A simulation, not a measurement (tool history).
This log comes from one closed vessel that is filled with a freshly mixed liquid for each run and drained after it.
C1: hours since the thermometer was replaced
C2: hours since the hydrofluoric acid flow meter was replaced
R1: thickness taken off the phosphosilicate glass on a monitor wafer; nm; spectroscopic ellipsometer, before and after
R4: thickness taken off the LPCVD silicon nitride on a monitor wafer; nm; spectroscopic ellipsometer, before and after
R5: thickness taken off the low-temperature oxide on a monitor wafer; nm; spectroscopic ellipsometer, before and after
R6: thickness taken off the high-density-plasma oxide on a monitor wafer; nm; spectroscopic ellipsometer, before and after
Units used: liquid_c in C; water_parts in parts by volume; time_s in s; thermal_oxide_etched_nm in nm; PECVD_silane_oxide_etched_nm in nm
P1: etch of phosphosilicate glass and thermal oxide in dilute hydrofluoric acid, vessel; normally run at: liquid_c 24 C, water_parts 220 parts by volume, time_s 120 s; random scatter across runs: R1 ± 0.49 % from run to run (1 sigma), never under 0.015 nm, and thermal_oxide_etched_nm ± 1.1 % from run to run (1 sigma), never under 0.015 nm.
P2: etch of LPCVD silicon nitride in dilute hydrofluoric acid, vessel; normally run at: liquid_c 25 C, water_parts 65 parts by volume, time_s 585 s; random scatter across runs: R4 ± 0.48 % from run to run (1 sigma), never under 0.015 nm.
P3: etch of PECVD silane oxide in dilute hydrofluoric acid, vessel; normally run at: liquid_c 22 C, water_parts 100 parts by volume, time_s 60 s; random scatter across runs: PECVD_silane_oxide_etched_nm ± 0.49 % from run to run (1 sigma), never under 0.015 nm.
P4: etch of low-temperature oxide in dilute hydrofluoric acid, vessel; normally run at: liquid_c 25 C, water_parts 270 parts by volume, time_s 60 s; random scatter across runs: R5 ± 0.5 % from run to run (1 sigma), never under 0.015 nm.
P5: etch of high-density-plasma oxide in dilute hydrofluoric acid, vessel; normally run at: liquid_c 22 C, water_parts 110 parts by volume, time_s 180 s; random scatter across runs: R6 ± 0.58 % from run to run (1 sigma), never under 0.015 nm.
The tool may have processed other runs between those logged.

run 1 hour=6.7 | process=P1 liquid_c=24 water_parts=220 time_s=120 | C1=108.5 C2=194.3 | R1=34.815 thermal_oxide_etched_nm=2.2464
run 2 hour=11.6 | process=P1 liquid_c=28 water_parts=220 time_s=120 | C1=113.4 C2=199.2 | R1=40.187 thermal_oxide_etched_nm=2.5978
run 3 hour=19.4 | process=P1 liquid_c=24 water_parts=340 time_s=120 | C1=121.2 C2=207 | R1=19.877 thermal_oxide_etched_nm=1.2834
run 4 hour=26.3 | process=P3 liquid_c=22 water_parts=100 time_s=60 | C1=128.1 C2=213.9 | PECVD_silane_oxide_etched_nm=27.574
run 5 hour=33.3 | process=P1 liquid_c=24 water_parts=220 time_s=120 | C1=135.1 C2=220.9 | R1=34.499 thermal_oxide_etched_nm=2.2764
run 6 hour=41 | process=P2 liquid_c=25 water_parts=65 time_s=585 | C1=142.8 C2=228.6 | R4=4.8686
run 7 hour=46.3 | process=P1 liquid_c=24 water_parts=305 time_s=190 | C1=148.1 C2=233.9 | R1=36.314 thermal_oxide_etched_nm=2.351
run 8 hour=54.4 | process=P1 liquid_c=24 water_parts=125 time_s=120 | C1=156.2 C2=242 | R1=68.379 thermal_oxide_etched_nm=4.3714
run 9 hour=60.9 | process=P4 liquid_c=25 water_parts=125 time_s=60 | C1=162.7 C2=248.5 | R5=15.419
run 10 hour=66.6 | process=P3 liquid_c=29 water_parts=100 time_s=60 | C1=168.4 C2=254.2 | PECVD_silane_oxide_etched_nm=36.122
run 11 hour=74.4 | process=P1 liquid_c=19.5 water_parts=220 time_s=215 | C1=176.2 C2=262 | R1=52.749 thermal_oxide_etched_nm=3.3332
run 12 hour=79.3 | process=P2 liquid_c=25 water_parts=65 time_s=325 | C1=181.1 C2=266.9 | R4=2.714
run 13 hour=83.5 | process=P5 liquid_c=17 water_parts=110 time_s=180 | C1=185.3 C2=271.1 | R6=9.0651
run 14 hour=89.6 | process=P1 liquid_c=19 water_parts=220 time_s=120 | C1=191.4 C2=277.2 | R1=29.139 thermal_oxide_etched_nm=1.8887
run 15 hour=93.6 | process=P3 liquid_c=22 water_parts=100 time_s=115 | C1=195.4 C2=281.2 | PECVD_silane_oxide_etched_nm=52.684
run 16 hour=100.3 | process=P5 liquid_c=22 water_parts=110 time_s=360 | C1=202.1 C2=287.9 | R6=22.402
run 17 hour=104.8 | process=P2 liquid_c=17.5 water_parts=65 time_s=585 | C1=206.6 C2=292.4 | R4=2.9091
run 18 hour=109.4 | process=P4 liquid_c=25 water_parts=270 time_s=60 | C1=211.2 C2=297 | R5=6.024
run 19 hour=114 | process=P3 liquid_c=22 water_parts=140 time_s=60 | C1=215.8 C2=301.6 | PECVD_silane_oxide_etched_nm=18.71
run 20 hour=120.4 | process=P1 liquid_c=24 water_parts=220 time_s=30 | C1=222.2 C2=308 | R1=8.7474 thermal_oxide_etched_nm=0.55749
run 21 hour=126 | process=P2 liquid_c=25 water_parts=115 time_s=585 | C1=227.8 C2=313.6 | R4=2.7521
run 22 hour=131.6 | process=P1 liquid_c=17 water_parts=350 time_s=120 | C1=233.4 C2=319.2 | R1=15.129 thermal_oxide_etched_nm=0.94656
run 23 hour=139.6 | process=P1 liquid_c=24 water_parts=220 time_s=120 | C1=241.4 C2=327.2 | R1=34.573 thermal_oxide_etched_nm=2.255
run 24 hour=146 | process=P1 liquid_c=24 water_parts=220 time_s=120 | C1=247.8 C2=333.6 | R1=34.783 thermal_oxide_etched_nm=2.2884
run 25 hour=153.3 | process=P5 liquid_c=22 water_parts=110 time_s=180 | C1=255.1 C2=340.9 | R6=11.334
run 26 hour=160.6 | process=P5 liquid_c=22 water_parts=160 time_s=180 | C1=262.4 C2=348.2 | R6=7.3416
run 27 hour=167.6 | process=P4 liquid_c=25 water_parts=270 time_s=60 | C1=269.4 C2=355.2 | R5=6.0995
run 28 hour=172 | process=P1 liquid_c=24 water_parts=220 time_s=120 | C1=273.8 C2=359.6 | R1=34.637 thermal_oxide_etched_nm=2.2906
run 29 hour=176.7 | process=P4 liquid_c=20 water_parts=270 time_s=60 | C1=278.5 C2=364.3 | R5=5.0892
run 30 hour=183.3 | process=P1 liquid_c=24 water_parts=220 time_s=235 | C1=285.1 C2=370.9 | R1=67.827 thermal_oxide_etched_nm=4.3522
run 31 hour=187 | process=P4 liquid_c=25 water_parts=270 time_s=30 | C1=288.8 C2=374.6 | R5=3.0271

For run 32, what comes out?
run 32 hour=190.7 | process=P5 liquid_c=22 water_parts=110 time_s=180 | C1=292.5 C2=378.3 | R6=?

R6: 11.194 nm
